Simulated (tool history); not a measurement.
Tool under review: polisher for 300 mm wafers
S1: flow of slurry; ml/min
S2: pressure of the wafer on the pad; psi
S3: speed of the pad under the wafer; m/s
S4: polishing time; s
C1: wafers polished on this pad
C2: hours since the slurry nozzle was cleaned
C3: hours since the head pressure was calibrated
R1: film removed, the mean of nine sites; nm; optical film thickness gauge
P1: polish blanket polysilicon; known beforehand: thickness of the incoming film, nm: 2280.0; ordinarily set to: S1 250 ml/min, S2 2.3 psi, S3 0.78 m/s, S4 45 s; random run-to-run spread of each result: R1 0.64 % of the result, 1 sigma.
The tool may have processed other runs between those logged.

run,hour,S1,S2,S3,S4,C1,C2,C3,R1
1,13.9,250,2.3,0.78,45,358,487.6,356.0,225.63
2,22.9,250,3.2,0.78,45,443,496.6,365.0,310.92
3,37.4,150,2.3,0.78,45,580,511.1,379.5,211.77
4,49.7,250,2.3,0.78,45,696,523.4,391.8,227.15
# hour 50.9: head pressure recalibrated
5,57.3,250,2.3,0.78,69,767,531.0,6.5,343.82
6,69.9,250,2.3,0.78,25,886,543.6,19.1,126.48
7,80.6,250,2.8,1.10,45,987,554.3,29.8,383.82
8,91.2,250,2.3,1.24,45,1087,564.9,40.4,359.14
9,104.9,250,2.3,0.78,45,1217,578.6,54.1,226.98
# hour 118.7: slurry nozzle cleaned
10,119.0,250,2.3,0.36,45,1350,0.3,68.2,104.08
11,130.3,250,1.1,0.78,45,1457,11.6,79.5,105.99
12,137.3,250,2.3,0.78,45,1523,18.6,86.5,227.21
13,148.8,385,2.3,0.78,45,1631,30.1,98.0,232.36

Estimate the outcome of run 14 from the log above:
14,157.4,250,2.3,0.78,45,1712,38.7,106.6,?

R1: 225.70 nm

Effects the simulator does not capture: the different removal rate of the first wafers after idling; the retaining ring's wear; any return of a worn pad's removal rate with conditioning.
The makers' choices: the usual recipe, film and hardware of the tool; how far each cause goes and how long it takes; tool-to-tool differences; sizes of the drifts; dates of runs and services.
